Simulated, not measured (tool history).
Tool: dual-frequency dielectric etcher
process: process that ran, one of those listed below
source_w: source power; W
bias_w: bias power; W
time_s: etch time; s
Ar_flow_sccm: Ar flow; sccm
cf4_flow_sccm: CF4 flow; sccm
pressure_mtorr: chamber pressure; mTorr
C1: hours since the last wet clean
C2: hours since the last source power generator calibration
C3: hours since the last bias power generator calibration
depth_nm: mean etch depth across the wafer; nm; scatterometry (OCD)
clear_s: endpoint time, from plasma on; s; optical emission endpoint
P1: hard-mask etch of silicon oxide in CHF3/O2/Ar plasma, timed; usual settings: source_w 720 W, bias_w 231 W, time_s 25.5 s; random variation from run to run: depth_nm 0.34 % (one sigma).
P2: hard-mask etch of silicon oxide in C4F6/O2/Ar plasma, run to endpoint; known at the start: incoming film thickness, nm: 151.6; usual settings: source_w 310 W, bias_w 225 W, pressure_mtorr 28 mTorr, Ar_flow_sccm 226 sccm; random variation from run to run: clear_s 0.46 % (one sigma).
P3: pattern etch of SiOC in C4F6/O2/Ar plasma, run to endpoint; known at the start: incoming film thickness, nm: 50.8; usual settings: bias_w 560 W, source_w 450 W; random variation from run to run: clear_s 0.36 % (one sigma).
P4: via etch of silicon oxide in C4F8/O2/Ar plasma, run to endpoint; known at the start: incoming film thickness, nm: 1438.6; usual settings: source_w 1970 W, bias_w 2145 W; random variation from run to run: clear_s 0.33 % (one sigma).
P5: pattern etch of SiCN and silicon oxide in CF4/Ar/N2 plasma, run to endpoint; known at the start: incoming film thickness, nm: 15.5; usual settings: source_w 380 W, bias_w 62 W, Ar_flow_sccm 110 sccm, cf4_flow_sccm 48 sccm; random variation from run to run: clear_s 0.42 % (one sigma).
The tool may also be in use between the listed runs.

run 1 hour=12.1 | process=P1 source_w=720 bias_w=231 time_s=25.5 | C1=325.0 C2=1284.2 C3=1881.4 | depth_nm=58.960
run 2 hour=19.6 | process=P5 source_w=380 bias_w=62 Ar_flow_sccm=110 cf4_flow_sccm=68 | C1=332.5 C2=1291.7 C3=1888.9 | clear_s=22.478
run 3 hour=30.3 | process=P5 source_w=380 bias_w=87 Ar_flow_sccm=110 cf4_flow_sccm=48 | C1=343.2 C2=1302.4 C3=1899.6 | clear_s=21.007
run 4 hour=45.8 | process=P1 source_w=720 bias_w=231 time_s=25.5 | C1=358.7 C2=1317.9 C3=1915.1 | depth_nm=58.811
-- hour=57.6 source power generator calibrated
run 5 hour=60.5 | process=P1 source_w=720 bias_w=231 time_s=25.5 | C1=373.4 C2=2.9 C3=1929.8 | depth_nm=59.068
run 6 hour=71.0 | process=P5 source_w=530 bias_w=62 Ar_flow_sccm=110 cf4_flow_sccm=48 | C1=383.9 C2=13.4 C3=1940.3 | clear_s=17.624
run 7 hour=79.6 | process=P4 source_w=1970 bias_w=2832 | C1=392.5 C2=22.0 C3=1948.9 | clear_s=255.960
run 8 hour=89.3 | process=P1 source_w=980 bias_w=231 time_s=25.5 | C1=402.2 C2=31.7 C3=1958.6 | depth_nm=65.978
run 9 hour=100.9 | process=P2 source_w=310 bias_w=225 Ar_flow_sccm=226 pressure_mtorr=28 | C1=413.8 C2=43.3 C3=1970.2 | clear_s=49.210
run 10 hour=116.5 | process=P1 source_w=720 bias_w=231 time_s=36.0 | C1=429.4 C2=58.9 C3=1985.8 | depth_nm=83.116
run 11 hour=126.6 | process=P2 source_w=310 bias_w=225 Ar_flow_sccm=226 pressure_mtorr=35 | C1=439.5 C2=69.0 C3=1995.9 | clear_s=50.591
run 12 hour=141.8 | process=P4 source_w=1970 bias_w=2145 | C1=454.7 C2=84.2 C3=2011.1 | clear_s=278.910
run 13 hour=157.5 | process=P3 source_w=450 bias_w=560 | C1=470.4 C2=99.9 C3=2026.8 | clear_s=15.443
run 14 hour=165.4 | process=P1 source_w=720 bias_w=231 time_s=14.0 | C1=478.3 C2=107.8 C3=2034.7 | depth_nm=32.185
run 15 hour=175.9 | process=P1 source_w=720 bias_w=231 time_s=25.5 | C1=488.8 C2=118.3 C3=2045.2 | depth_nm=58.718
run 16 hour=186.7 | process=P3 source_w=450 bias_w=560 | C1=499.6 C2=129.1 C3=2056.0 | clear_s=15.555
run 17 hour=201.1 | process=P5 source_w=380 bias_w=62 Ar_flow_sccm=153 cf4_flow_sccm=48 | C1=514.0 C2=143.5 C3=2070.4 | clear_s=25.141
run 18 hour=214.5 | process=P1 source_w=560 bias_w=231 time_s=35.0 | C1=527.4 C2=156.9 C3=2083.8 | depth_nm=74.006
run 19 hour=225.1 | process=P4 source_w=1530 bias_w=2145 | C1=538.0 C2=167.5 C3=2094.4 | clear_s=307.800
run 20 hour=234.5 | process=P1 source_w=910 bias_w=270 time_s=25.5 | C1=547.4 C2=176.9 C3=2103.8 | depth_nm=67.947
run 21 hour=243.0 | process=P1 source_w=720 bias_w=311 time_s=25.5 | C1=555.9 C2=185.4 C3=2112.3 | depth_nm=65.548
run 22 hour=255.5 | process=P2 source_w=310 bias_w=308 Ar_flow_sccm=226 pressure_mtorr=28 | C1=568.4 C2=197.9 C3=2124.8 | clear_s=43.472
run 23 hour=263.8 | process=P1 source_w=450 bias_w=231 time_s=25.5 | C1=576.7 C2=206.2 C3=2133.1 | depth_nm=49.257
run 24 hour=273.2 | process=P3 source_w=550 bias_w=560 | C1=586.1 C2=215.6 C3=2142.5 | clear_s=14.339
run 25 hour=287.0 | process=P2 source_w=430 bias_w=225 Ar_flow_sccm=226 pressure_mtorr=28 | C1=599.9 C2=229.4 C3=2156.3 | clear_s=43.344
run 26 hour=298.8 | process=P5 source_w=380 bias_w=62 Ar_flow_sccm=110 cf4_flow_sccm=48 | C1=611.7 C2=241.2 C3=2168.1 | clear_s=23.699
run 27 hour=309.2 | process=P1 source_w=720 bias_w=166 time_s=25.5 | C1=622.1 C2=251.6 C3=2178.5 | depth_nm=52.547
run 28 hour=325.0 | process=P3 source_w=450 bias_w=399 | C1=637.9 C2=267.4 C3=2194.3 | clear_s=17.632
run 29 hour=331.8 | process=P2 source_w=310 bias_w=225 Ar_flow_sccm=318 pressure_mtorr=28 | C1=644.7 C2=274.2 C3=2201.1 | clear_s=50.624
run 30 hour=340.3 | process=P1 source_w=510 bias_w=231 time_s=19.0 | C1=653.2 C2=282.7 C3=2209.6 | depth_nm=38.422
run 31 hour=347.8 | process=P1 source_w=720 bias_w=231 time_s=25.5 | C1=660.7 C2=290.2 C3=2217.1 | depth_nm=58.721
run 32 hour=360.7 | process=P1 source_w=720 bias_w=231 time_s=25.5 | C1=673.6 C2=303.1 C3=2230.0 | depth_nm=58.894
run 33 hour=369.3 | process=P1 source_w=720 bias_w=231 time_s=25.5 | C1=682.2 C2=311.7 C3=2238.6 | depth_nm=58.516
run 34 hour=384.2 | process=P1 source_w=720 bias_w=231 time_s=25.5 | C1=697.1 C2=326.6 C3=2253.5 | depth_nm=58.270
run 35 hour=396.5 | process=P1 source_w=720 bias_w=231 time_s=25.5 | C1=709.4 C2=338.9 C3=2265.8 | depth_nm=57.805
run 36 hour=409.9 | process=P1 source_w=720 bias_w=231 time_s=25.5 | C1=722.8 C2=352.3 C3=2279.2 | depth_nm=58.208
run 37 hour=416.8 | process=P1 source_w=720 bias_w=231 time_s=25.5 | C1=729.7 C2=359.2 C3=2286.1 | depth_nm=57.820
run 38 hour=428.9 | process=P1 source_w=720 bias_w=231 time_s=25.5 | C1=741.8 C2=371.3 C3=2298.2 | depth_nm=57.786
-- hour=432.7 wet clean of the chamber
run 39 hour=439.2 | process=P1 source_w=720 bias_w=231 time_s=25.5 | C1=6.6 C2=381.6 C3=2308.5 | depth_nm=57.911
run 40 hour=452.4 | process=P1 source_w=720 bias_w=231 time_s=25.5 | C1=19.8 C2=394.8 C3=2321.7 | depth_nm=57.642
run 41 hour=459.5 | process=P1 source_w=720 bias_w=231 time_s=25.5 | C1=26.9 C2=401.9 C3=2328.8 | depth_nm=57.779

What P1 gives has crept away from where it was. These 2 causes fit the log equally well, each at the size given:
A: bias power that arrives under what is set, % = 4.82
B: source power that arrives under what is set, % = 4.43
The creep began at about hour 360.7.
Why every other cause is out:
chamber walls in a state that lowers the etch rate, %: serviced at hour 432.7, which brought nothing back

4 check runs are offered, each on 2 wafers whose results are averaged, their results left as question marks. Which one tells the causes apart?
run check 1 hour=466.6 | process=P5 source_w=380 bias_w=62 Ar_flow_sccm=110 cf4_flow_sccm=48 | clear_s=?
run check 2 hour=466.6 | process=P3 source_w=450 bias_w=560 | clear_s=?
run check 3 hour=466.6 | process=P2 source_w=310 bias_w=225 Ar_flow_sccm=226 pressure_mtorr=28 | clear_s=?
run check 4 hour=466.6 | process=P4 source_w=1970 bias_w=2145 | clear_s=?

What each check would give under each cause:
check=check_1 result=clear_s if_A=24.187 if_B=24.727
check=check_2 result=clear_s if_A=15.805 if_B=15.775
check=check_3 result=clear_s if_A=49.686 if_B=49.724
check=check_4 result=clear_s if_A=282.030 if_B=283.080
How far apart the two closest causes lie, in the result that separates them most: check 1 2.21 %; check 2 0.19 %; check 3 0.08 %; check 4 0.37 %
Only check 1 tells the causes apart: in the others they would give nearly the same result.

Then check 1 was run and gave: clear_s 24.123 s. Which cause is it?

It is A: bias power that arrives under what is set, %.

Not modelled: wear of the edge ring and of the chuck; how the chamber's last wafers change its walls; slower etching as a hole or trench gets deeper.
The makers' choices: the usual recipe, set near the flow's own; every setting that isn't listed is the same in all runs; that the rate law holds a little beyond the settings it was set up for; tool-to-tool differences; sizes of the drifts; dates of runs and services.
